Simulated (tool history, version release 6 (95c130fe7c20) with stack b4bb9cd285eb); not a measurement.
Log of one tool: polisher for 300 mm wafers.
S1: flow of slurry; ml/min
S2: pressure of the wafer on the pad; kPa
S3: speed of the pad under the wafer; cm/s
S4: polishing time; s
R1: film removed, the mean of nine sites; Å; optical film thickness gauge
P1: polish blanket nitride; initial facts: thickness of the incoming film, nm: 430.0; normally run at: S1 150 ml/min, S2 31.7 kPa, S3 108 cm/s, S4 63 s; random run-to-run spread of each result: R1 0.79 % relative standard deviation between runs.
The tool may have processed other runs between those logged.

{"run": 1, "day": 0.638, "S1": 150, "S2": 31.7, "S3": 108, "S4": 63, "R1": 1352.0}
{"run": 2, "day": 1.242, "S1": 150, "S2": 31.7, "S3": 108, "S4": 63, "R1": 1345.5}
{"run": 3, "day": 1.796, "S1": 150, "S2": 14.5, "S3": 108, "S4": 63, "R1": 624.66}
{"run": 4, "day": 2.433, "S1": 90, "S2": 31.7, "S3": 108, "S4": 63, "R1": 1208.7}
{"run": 5, "day": 2.921, "S1": 150, "S2": 31.7, "S3": 108, "S4": 99, "R1": 2132.1}
{"run": 6, "day": 3.271, "S1": 150, "S2": 31.7, "S3": 108, "S4": 63, "R1": 1342.3}
{"run": 7, "day": 3.733, "S1": 210, "S2": 31.7, "S3": 108, "S4": 63, "R1": 1432.7}
{"run": 8, "day": 4.038, "S1": 150, "S2": 31.7, "S3": 108, "S4": 34, "R1": 725.63}
{"run": 9, "day": 4.371, "S1": 150, "S2": 49.6, "S3": 108, "S4": 63, "R1": 2133.1}
{"run": 10, "day": 4.796, "S1": 150, "S2": 31.7, "S3": 108, "S4": 63, "R1": 1361.8}
{"run": 11, "day": 5.221, "S1": 150, "S2": 31.7, "S3": 52, "S4": 63, "R1": 769.31}
{"run": 12, "day": 5.742, "S1": 150, "S2": 31.7, "S3": 108, "S4": 63, "R1": 1346.2}

Run 13, settings as shown, results not yet in. Your forecast:
{"run": 13, "day": 6.175, "S1": 150, "S2": 44.1, "S3": 108, "S4": 87, "R1": "?"}

Run 13 gave R1 2612.70 Å.
